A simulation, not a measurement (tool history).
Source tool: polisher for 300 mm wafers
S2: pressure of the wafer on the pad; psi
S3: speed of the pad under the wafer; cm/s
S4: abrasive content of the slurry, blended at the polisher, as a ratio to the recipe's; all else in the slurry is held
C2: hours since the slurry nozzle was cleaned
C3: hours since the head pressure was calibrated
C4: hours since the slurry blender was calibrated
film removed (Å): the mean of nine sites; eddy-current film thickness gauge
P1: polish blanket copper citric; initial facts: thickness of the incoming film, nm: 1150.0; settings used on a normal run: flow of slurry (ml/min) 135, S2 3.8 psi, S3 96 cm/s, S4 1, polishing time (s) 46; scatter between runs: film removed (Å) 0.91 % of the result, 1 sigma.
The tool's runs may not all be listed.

run 1 day=0.233 | flow_of_slurry_(ml/min)=135 S2=3.8 S3=96 S4=1 polishing_time_(s)=46 | wafers_polished_on_this_pad=771 C2=98.2 C3=651.8 C4=180.8 | film_removed_(Å)=1173.1
run 2 day=0.438 | flow_of_slurry_(ml/min)=135 S2=3.8 S3=96 S4=0.6 polishing_time_(s)=46 | wafers_polished_on_this_pad=840 C2=103.1 C3=656.7 C4=185.7 | film_removed_(Å)=1038.1
run 3 day=0.812 | flow_of_slurry_(ml/min)=135 S2=3.8 S3=96 S4=1.45 polishing_time_(s)=46 | wafers_polished_on_this_pad=968 C2=112.1 C3=665.7 C4=194.7 | film_removed_(Å)=1256.4
run 4 day=1.229 | flow_of_slurry_(ml/min)=135 S2=3.8 S3=96 S4=1 polishing_time_(s)=46 | wafers_polished_on_this_pad=1110 C2=122.1 C3=675.7 C4=204.7 | film_removed_(Å)=1144.2
run 5 day=1.562 | flow_of_slurry_(ml/min)=135 S2=1.8 S3=96 S4=1 polishing_time_(s)=46 | wafers_polished_on_this_pad=1223 C2=130.1 C3=683.7 C4=212.7 | film_removed_(Å)=566.72
run 6 day=1.933 | flow_of_slurry_(ml/min)=135 S2=3.8 S3=152 S4=1 polishing_time_(s)=46 | wafers_polished_on_this_pad=1349 C2=139 C3=692.6 C4=221.6 | film_removed_(Å)=1845.4
run 7 day=2.196 | flow_of_slurry_(ml/min)=135 S2=3.8 S3=124 S4=0.6 polishing_time_(s)=46 | wafers_polished_on_this_pad=1438 C2=145.3 C3=698.9 C4=227.9 | film_removed_(Å)=1332.4
run 8 day=2.592 | flow_of_slurry_(ml/min)=80 S2=3.8 S3=96 S4=1 polishing_time_(s)=46 | wafers_polished_on_this_pad=1573 C2=154.8 C3=708.4 C4=237.4 | film_removed_(Å)=1036.5
run 9 day=3.012 | flow_of_slurry_(ml/min)=135 S2=5.8 S3=96 S4=1 polishing_time_(s)=46 | wafers_polished_on_this_pad=1716 C2=164.9 C3=718.5 C4=247.5 | film_removed_(Å)=1780.4
run 10 day=3.208 | flow_of_slurry_(ml/min)=205 S2=3.8 S3=96 S4=1 polishing_time_(s)=46 | wafers_polished_on_this_pad=1783 C2=169.6 C3=723.2 C4=252.2 | film_removed_(Å)=1243.5
run 11 day=3.592 | flow_of_slurry_(ml/min)=135 S2=3.8 S3=96 S4=1 polishing_time_(s)=32 | wafers_polished_on_this_pad=1913 C2=178.8 C3=732.4 C4=261.4 | film_removed_(Å)=816.1
run 12 day=3.95 | flow_of_slurry_(ml/min)=135 S2=3.8 S3=96 S4=1 polishing_time_(s)=72 | wafers_polished_on_this_pad=2035 C2=187.4 C3=741 C4=270 | film_removed_(Å)=1826.4
-- day=3.979 head pressure recalibrated
run 13 day=4.25 | flow_of_slurry_(ml/min)=135 S2=3.8 S3=96 S4=1 polishing_time_(s)=46 | wafers_polished_on_this_pad=2137 C2=194.6 C3=6.5 C4=277.2 | film_removed_(Å)=1169.5
run 14 day=4.496 | flow_of_slurry_(ml/min)=135 S2=3.8 S3=44 S4=1 polishing_time_(s)=46 | wafers_polished_on_this_pad=2220 C2=200.5 C3=12.4 C4=283.1 | film_removed_(Å)=544.22
run 15 day=4.779 | flow_of_slurry_(ml/min)=175 S2=3.8 S3=96 S4=1 polishing_time_(s)=71 | wafers_polished_on_this_pad=2317 C2=207.3 C3=19.2 C4=289.9 | film_removed_(Å)=1886.2
run 16 day=5.033 | flow_of_slurry_(ml/min)=135 S2=3.8 S3=96 S4=1 polishing_time_(s)=46 | wafers_polished_on_this_pad=2403 C2=213.4 C3=25.3 C4=296 | film_removed_(Å)=1168.8
run 17 day=5.388 | flow_of_slurry_(ml/min)=200 S2=4.8 S3=96 S4=1 polishing_time_(s)=46 | wafers_polished_on_this_pad=2524 C2=221.9 C3=33.8 C4=304.5 | film_removed_(Å)=1581.1
run 18 day=5.629 | flow_of_slurry_(ml/min)=135 S2=3.8 S3=96 S4=1 polishing_time_(s)=46 | wafers_polished_on_this_pad=2606 C2=227.7 C3=39.6 C4=310.3 | film_removed_(Å)=1162.6
run 19 day=5.912 | flow_of_slurry_(ml/min)=135 S2=3.8 S3=96 S4=1 polishing_time_(s)=46 | wafers_polished_on_this_pad=2702 C2=234.5 C3=46.4 C4=317.1 | film_removed_(Å)=1146.2
run 20 day=6.229 | flow_of_slurry_(ml/min)=135 S2=3.8 S3=96 S4=1 polishing_time_(s)=46 | wafers_polished_on_this_pad=2810 C2=242.1 C3=54 C4=324.7 | film_removed_(Å)=1123.1
run 21 day=6.546 | flow_of_slurry_(ml/min)=135 S2=3.8 S3=96 S4=1 polishing_time_(s)=46 | wafers_polished_on_this_pad=2917 C2=249.7 C3=61.6 C4=332.3 | film_removed_(Å)=1111.9
-- day=6.8 head pressure recalibrated
run 22 day=6.804 | flow_of_slurry_(ml/min)=135 S2=3.8 S3=96 S4=1 polishing_time_(s)=46 | wafers_polished_on_this_pad=3005 C2=255.9 C3=0.2 C4=338.5 | film_removed_(Å)=1091.4
-- day=7.038 slurry blender recalibrated
run 23 day=7.125 | flow_of_slurry_(ml/min)=135 S2=3.8 S3=96 S4=1 polishing_time_(s)=46 | wafers_polished_on_this_pad=3114 C2=263.6 C3=7.9 C4=2.1 | film_removed_(Å)=1090.7
run 24 day=7.388 | flow_of_slurry_(ml/min)=135 S2=3.8 S3=96 S4=1 polishing_time_(s)=46 | wafers_polished_on_this_pad=3204 C2=269.9 C3=14.2 C4=8.4 | film_removed_(Å)=1080.9
run 25 day=7.604 | flow_of_slurry_(ml/min)=135 S2=3.8 S3=96 S4=1 polishing_time_(s)=46 | wafers_polished_on_this_pad=3277 C2=275.1 C3=19.4 C4=13.6 | film_removed_(Å)=1075.5
run 26 day=7.962 | flow_of_slurry_(ml/min)=135 S2=3.8 S3=96 S4=1 polishing_time_(s)=46 | wafers_polished_on_this_pad=3399 C2=283.7 C3=28 C4=22.2 | film_removed_(Å)=1067.6
run 27 day=8.154 | flow_of_slurry_(ml/min)=135 S2=3.8 S3=96 S4=1 polishing_time_(s)=46 | wafers_polished_on_this_pad=3464 C2=288.3 C3=32.6 C4=26.8 | film_removed_(Å)=1059.3

Something has made what P1 gives creep away from where it was; the 2 causes below, each at its own stated size, fit the log equally well:
A: slurry flow missing at the pad, % = 33.2
B: removal rate lost through wear of the pad, % = 8.86
The onset of the drift is placed at about day 5.912.
The rest of the possible causes, and what rules out each one:
head's pressure below its setpoint, %: serviced at day 6.8, after the change had begun; the process did not return to its earlier output
abrasive missing from the slurry, %: serviced at day 7.038, after the change had begun; the process did not return to its earlier output

Below are 4 check runs, each averaged over 2 wafers, with their results shown as question marks. Which of them would give clearly different results depending on which cause is behind the drift?
run check 1 day=8.346 | flow_of_slurry_(ml/min)=135 S2=3.8 S3=96 S4=0.7 polishing_time_(s)=46 | film_removed_(Å)=?
run check 2 day=8.346 | flow_of_slurry_(ml/min)=135 S2=3.8 S3=130 S4=1.4 polishing_time_(s)=46 | film_removed_(Å)=?
run check 3 day=8.346 | flow_of_slurry_(ml/min)=80 S2=3 S3=96 S4=1 polishing_time_(s)=46 | film_removed_(Å)=?
run check 4 day=8.346 | flow_of_slurry_(ml/min)=135 S2=5.1 S3=96 S4=1 polishing_time_(s)=36 | film_removed_(Å)=?

Check results expected under each cause:
check=check_1 result=film_removed_(Å) if_A=989.11 if_B=988.88
check=check_2 result=film_removed_(Å) if_A=1545.5 if_B=1545.1
check=check_3 result=film_removed_(Å) if_A=707.01 if_B=744.92
check=check_4 result=film_removed_(Å) if_A=1113.9 if_B=1113.7
Separation of the two closest causes in each check, using whichever result separates them best: check 1 0.02 %; check 2 0.02 %; check 3 5.22 %; check 4 0.02 %
Check 3 tells the causes apart: in the others they would give nearly the same result.

The results of check 3 are: film removed (Å) 714.68. Based on these, which of the listed causes is it?

It was cause A: slurry flow missing at the pad, %.
